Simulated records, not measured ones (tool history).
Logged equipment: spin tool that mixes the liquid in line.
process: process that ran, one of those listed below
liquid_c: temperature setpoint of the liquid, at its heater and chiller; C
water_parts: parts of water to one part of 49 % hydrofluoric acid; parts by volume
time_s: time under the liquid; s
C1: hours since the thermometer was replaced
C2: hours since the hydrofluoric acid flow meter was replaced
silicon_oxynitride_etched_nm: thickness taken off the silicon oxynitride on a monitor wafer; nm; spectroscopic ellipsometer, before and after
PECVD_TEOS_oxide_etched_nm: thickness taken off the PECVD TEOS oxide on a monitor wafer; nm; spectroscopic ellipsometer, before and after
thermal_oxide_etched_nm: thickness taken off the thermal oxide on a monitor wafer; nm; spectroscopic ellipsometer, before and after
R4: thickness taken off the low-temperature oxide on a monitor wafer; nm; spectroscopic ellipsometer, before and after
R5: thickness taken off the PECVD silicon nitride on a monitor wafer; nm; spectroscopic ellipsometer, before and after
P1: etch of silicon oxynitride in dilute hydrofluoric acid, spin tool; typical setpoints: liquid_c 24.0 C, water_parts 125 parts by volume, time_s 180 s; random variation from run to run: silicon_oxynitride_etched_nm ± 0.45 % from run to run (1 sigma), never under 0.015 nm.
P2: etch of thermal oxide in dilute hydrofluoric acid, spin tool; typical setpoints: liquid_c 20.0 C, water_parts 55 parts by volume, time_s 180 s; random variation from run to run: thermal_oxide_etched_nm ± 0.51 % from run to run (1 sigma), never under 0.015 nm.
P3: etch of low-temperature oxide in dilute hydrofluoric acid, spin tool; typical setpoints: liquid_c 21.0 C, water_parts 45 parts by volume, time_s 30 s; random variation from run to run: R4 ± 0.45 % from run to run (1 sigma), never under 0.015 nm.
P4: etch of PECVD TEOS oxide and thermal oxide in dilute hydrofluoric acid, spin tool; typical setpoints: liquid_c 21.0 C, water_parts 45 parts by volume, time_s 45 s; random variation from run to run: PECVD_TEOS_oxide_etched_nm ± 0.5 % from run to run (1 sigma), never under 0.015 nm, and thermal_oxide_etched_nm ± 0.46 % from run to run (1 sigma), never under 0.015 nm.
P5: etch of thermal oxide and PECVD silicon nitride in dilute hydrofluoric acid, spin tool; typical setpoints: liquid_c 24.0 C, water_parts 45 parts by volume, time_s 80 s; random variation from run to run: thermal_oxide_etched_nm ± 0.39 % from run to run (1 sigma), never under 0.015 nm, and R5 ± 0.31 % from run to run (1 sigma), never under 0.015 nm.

{"run": 1, "hour": 5.2, "process": "P1", "liquid_c": 24.0, "water_parts": 125, "time_s": 180, "C1": 1070.6, "C2": 756.3, "silicon_oxynitride_etched_nm": 6.6076}
{"run": 2, "hour": 7.9, "process": "P1", "liquid_c": 24.0, "water_parts": 125, "time_s": 180, "C1": 1073.3, "C2": 759.0, "silicon_oxynitride_etched_nm": 6.621}
{"run": 3, "hour": 12.8, "process": "P1", "liquid_c": 24.0, "water_parts": 125, "time_s": 180, "C1": 1078.2, "C2": 763.9, "silicon_oxynitride_etched_nm": 6.7313}
{"run": 4, "hour": 15.3, "process": "P4", "liquid_c": 17.0, "water_parts": 45, "time_s": 45, "C1": 1080.7, "C2": 766.4, "PECVD_TEOS_oxide_etched_nm": 19.238, "thermal_oxide_etched_nm": 3.7616}
{"run": 5, "hour": 19.8, "process": "P4", "liquid_c": 21.0, "water_parts": 45, "time_s": 45, "C1": 1085.2, "C2": 770.9, "PECVD_TEOS_oxide_etched_nm": 22.784, "thermal_oxide_etched_nm": 4.4811}
{"run": 6, "hour": 25.1, "process": "P1", "liquid_c": 24.0, "water_parts": 125, "time_s": 180, "C1": 1090.5, "C2": 776.2, "silicon_oxynitride_etched_nm": 6.6703}
{"run": 7, "hour": 28.8, "process": "P2", "liquid_c": 27.5, "water_parts": 55, "time_s": 180, "C1": 1094.2, "C2": 779.9, "thermal_oxide_etched_nm": 18.452}
{"run": 8, "hour": 33.6, "process": "P4", "liquid_c": 21.0, "water_parts": 45, "time_s": 45, "C1": 1099.0, "C2": 784.7, "PECVD_TEOS_oxide_etched_nm": 22.857, "thermal_oxide_etched_nm": 4.4774}
{"run": 9, "hour": 38.8, "process": "P1", "liquid_c": 24.0, "water_parts": 215, "time_s": 180, "C1": 1104.2, "C2": 789.9, "silicon_oxynitride_etched_nm": 3.6182}
{"run": 10, "hour": 42.0, "process": "P1", "liquid_c": 24.0, "water_parts": 125, "time_s": 15, "C1": 1107.4, "C2": 793.1, "silicon_oxynitride_etched_nm": 0.56225}
{"run": 11, "hour": 45.4, "process": "P3", "liquid_c": 21.0, "water_parts": 45, "time_s": 55, "C1": 1110.8, "C2": 796.5, "R4": 24.504}
{"run": 12, "hour": 48.9, "process": "P1", "liquid_c": 20.0, "water_parts": 125, "time_s": 40, "C1": 1114.3, "C2": 800.0, "silicon_oxynitride_etched_nm": 1.2354}
{"run": 13, "hour": 54.0, "process": "P4", "liquid_c": 21.0, "water_parts": 45, "time_s": 80, "C1": 1119.4, "C2": 805.1, "PECVD_TEOS_oxide_etched_nm": 40.461, "thermal_oxide_etched_nm": 7.9875}
{"run": 14, "hour": 56.5, "process": "P4", "liquid_c": 21.0, "water_parts": 75, "time_s": 45, "C1": 1121.9, "C2": 807.6, "PECVD_TEOS_oxide_etched_nm": 13.106, "thermal_oxide_etched_nm": 2.5851}
{"run": 15, "hour": 60.6, "process": "P2", "liquid_c": 20.0, "water_parts": 55, "time_s": 180, "C1": 1126.0, "C2": 811.7, "thermal_oxide_etched_nm": 13.61}
{"run": 16, "hour": 63.9, "process": "P1", "liquid_c": 17.5, "water_parts": 125, "time_s": 180, "C1": 1129.3, "C2": 815.0, "silicon_oxynitride_etched_nm": 4.9192}
{"run": 17, "hour": 69.0, "process": "P5", "liquid_c": 24.0, "water_parts": 45, "time_s": 80, "C1": 1134.4, "C2": 820.1, "thermal_oxide_etched_nm": 9.932, "R5": 9.7167}
{"run": 18, "hour": 71.8, "process": "P2", "liquid_c": 20.0, "water_parts": 55, "time_s": 55, "C1": 1137.2, "C2": 822.9, "thermal_oxide_etched_nm": 4.1318}
{"run": 19, "hour": 74.3, "process": "P2", "liquid_c": 20.0, "water_parts": 95, "time_s": 180, "C1": 1139.7, "C2": 825.4, "thermal_oxide_etched_nm": 7.4994}
{"run": 20, "hour": 79.7, "process": "P3", "liquid_c": 21.0, "water_parts": 45, "time_s": 30, "C1": 1145.1, "C2": 830.8, "R4": 13.489}
{"run": 21, "hour": 83.0, "process": "P1", "liquid_c": 24.0, "water_parts": 125, "time_s": 180, "C1": 1148.4, "C2": 834.1, "silicon_oxynitride_etched_nm": 6.6016}
{"run": 22, "hour": 88.0, "process": "P5", "liquid_c": 24.0, "water_parts": 45, "time_s": 150, "C1": 1153.4, "C2": 839.1, "thermal_oxide_etched_nm": 18.556, "R5": 18.321}
{"run": 23, "hour": 91.8, "process": "P1", "liquid_c": 24.0, "water_parts": 125, "time_s": 355, "C1": 1157.2, "C2": 842.9, "silicon_oxynitride_etched_nm": 13.201}
{"run": 24, "hour": 95.9, "process": "P3", "liquid_c": 21.0, "water_parts": 45, "time_s": 30, "C1": 1161.3, "C2": 847.0, "R4": 13.583}
{"run": 25, "hour": 101.1, "process": "P1", "liquid_c": 24.0, "water_parts": 35, "time_s": 180, "C1": 1166.5, "C2": 852.2, "silicon_oxynitride_etched_nm": 25.823}
{"run": 26, "hour": 103.8, "process": "P3", "liquid_c": 21.0, "water_parts": 60, "time_s": 30, "C1": 1169.2, "C2": 854.9, "R4": 9.9173}
{"run": 27, "hour": 106.6, "process": "P1", "liquid_c": 17.0, "water_parts": 85, "time_s": 180, "C1": 1172.0, "C2": 857.7, "silicon_oxynitride_etched_nm": 7.1653}
{"run": 28, "hour": 112.0, "process": "P1", "liquid_c": 17.5, "water_parts": 190, "time_s": 180, "C1": 1177.4, "C2": 863.1, "silicon_oxynitride_etched_nm": 3.1155}
{"run": 29, "hour": 116.5, "process": "P1", "liquid_c": 28.0, "water_parts": 125, "time_s": 180, "C1": 1181.9, "C2": 867.6, "silicon_oxynitride_etched_nm": 8.0823}
{"run": 30, "hour": 122.0, "process": "P5", "liquid_c": 31.0, "water_parts": 45, "time_s": 80, "C1": 1187.4, "C2": 873.1, "thermal_oxide_etched_nm": 13.085, "R5": 15.497}
{"run": 31, "hour": 124.3, "process": "P1", "liquid_c": 24.0, "water_parts": 125, "time_s": 180, "C1": 1189.7, "C2": 875.4, "silicon_oxynitride_etched_nm": 6.6676}
{"run": 32, "hour": 127.0, "process": "P3", "liquid_c": 26.5, "water_parts": 45, "time_s": 30, "C1": 1192.4, "C2": 878.1, "R4": 16.913}
{"run": 33, "hour": 131.5, "process": "P5", "liquid_c": 24.0, "water_parts": 30, "time_s": 80, "C1": 1196.9, "C2": 882.6, "thermal_oxide_etched_nm": 15.163, "R5": 14.442}
{"run": 34, "hour": 134.2, "process": "P5", "liquid_c": 24.0, "water_parts": 45, "time_s": 80, "C1": 1199.6, "C2": 885.3, "thermal_oxide_etched_nm": 10.007, "R5": 9.7139}
{"run": 35, "hour": 137.2, "process": "P1", "liquid_c": 24.0, "water_parts": 125, "time_s": 180, "C1": 1202.6, "C2": 888.3, "silicon_oxynitride_etched_nm": 6.6123}
{"run": 36, "hour": 142.3, "process": "P1", "liquid_c": 24.0, "water_parts": 125, "time_s": 180, "C1": 1207.7, "C2": 893.4, "silicon_oxynitride_etched_nm": 6.4651}
{"run": 37, "hour": 147.4, "process": "P1", "liquid_c": 24.0, "water_parts": 125, "time_s": 180, "C1": 1212.8, "C2": 898.5, "silicon_oxynitride_etched_nm": 6.4269}
{"run": 38, "hour": 151.6, "process": "P1", "liquid_c": 24.0, "water_parts": 125, "time_s": 180, "C1": 1217.0, "C2": 902.7, "silicon_oxynitride_etched_nm": 6.3102}
{"run": 39, "hour": 155.2, "process": "P1", "liquid_c": 24.0, "water_parts": 125, "time_s": 180, "C1": 1220.6, "C2": 906.3, "silicon_oxynitride_etched_nm": 6.295}
{"run": 40, "hour": 157.8, "process": "P1", "liquid_c": 24.0, "water_parts": 125, "time_s": 180, "C1": 1223.2, "C2": 908.9, "silicon_oxynitride_etched_nm": 6.2028}
{"run": 41, "hour": 162.0, "process": "P1", "liquid_c": 24.0, "water_parts": 125, "time_s": 180, "C1": 1227.4, "C2": 913.1, "silicon_oxynitride_etched_nm": 6.2473}
{"run": 42, "hour": 166.7, "process": "P1", "liquid_c": 24.0, "water_parts": 125, "time_s": 180, "C1": 1232.1, "C2": 917.8, "silicon_oxynitride_etched_nm": 6.1655}
{"run": 43, "hour": 170.3, "process": "P1", "liquid_c": 24.0, "water_parts": 125, "time_s": 180, "C1": 1235.7, "C2": 921.4, "silicon_oxynitride_etched_nm": 6.2077}
{"run": 44, "hour": 175.8, "process": "P1", "liquid_c": 24.0, "water_parts": 125, "time_s": 180, "C1": 1241.2, "C2": 926.9, "silicon_oxynitride_etched_nm": 6.1753}
{"run": 45, "hour": 178.3, "process": "P1", "liquid_c": 24.0, "water_parts": 125, "time_s": 180, "C1": 1243.7, "C2": 929.4, "silicon_oxynitride_etched_nm": 6.1706}
{"run": 46, "hour": 183.1, "process": "P1", "liquid_c": 24.0, "water_parts": 125, "time_s": 180, "C1": 1248.5, "C2": 934.2, "silicon_oxynitride_etched_nm": 6.1896}

Compared with where it was, what P1 gives has crept away. Each cause listed below fits the log as well as the rest, at the size given for it:
A: liquid colder than its thermometer reads (K) = 1.6
B: hydrofluoric acid flow below the setpoint (%) = 6.54
The drift started at roughly hour 137.2.

Each of the 4 check runs below uses one wafer; its results are left as question marks. Which run tells the causes apart?
{"run": "check 1", "hour": 187.9, "process": "P2", "liquid_c": 20.0, "water_parts": 55, "time_s": 180, "thermal_oxide_etched_nm": "?"}
{"run": "check 2", "hour": 187.9, "process": "P3", "liquid_c": 21.0, "water_parts": 45, "time_s": 30, "R4": "?"}
{"run": "check 3", "hour": 187.9, "process": "P5", "liquid_c": 24.0, "water_parts": 45, "time_s": 80, "thermal_oxide_etched_nm": "?", "R5": "?"}
{"run": "check 4", "hour": 187.9, "process": "P4", "liquid_c": 21.0, "water_parts": 45, "time_s": 45, "PECVD_TEOS_oxide_etched_nm": "?", "thermal_oxide_etched_nm": "?"}

Expected result of each check under each candidate cause:
check=check_1 result=thermal_oxide_etched_nm if_A=12.6530 if_B=12.6010
check=check_2 result=R4 if_A=12.5810 if_B=12.5380
check=check_3 result=thermal_oxide_etched_nm if_A=9.2819 if_B=9.2325
check=check_3 result=R5 if_A=8.7157 if_B=9.0957
check=check_4 result=PECVD_TEOS_oxide_etched_nm if_A=21.229 if_B=21.156
check=check_4 result=thermal_oxide_etched_nm if_A=4.2043 if_B=4.1898
Per-check spread between the two closest causes, in the result where they differ most: check 1 0.41 %; check 2 0.35 %; check 3 4.27 %; check 4 0.35 %
Only check 3 tells the causes apart: in the others they would give nearly the same result.

Here is what check 3 returned: thermal_oxide_etched_nm 9.1809 nm; R5 9.1237 nm. Which cause is it?

The correct cause is B, namely: hydrofluoric acid flow below the setpoint (%).

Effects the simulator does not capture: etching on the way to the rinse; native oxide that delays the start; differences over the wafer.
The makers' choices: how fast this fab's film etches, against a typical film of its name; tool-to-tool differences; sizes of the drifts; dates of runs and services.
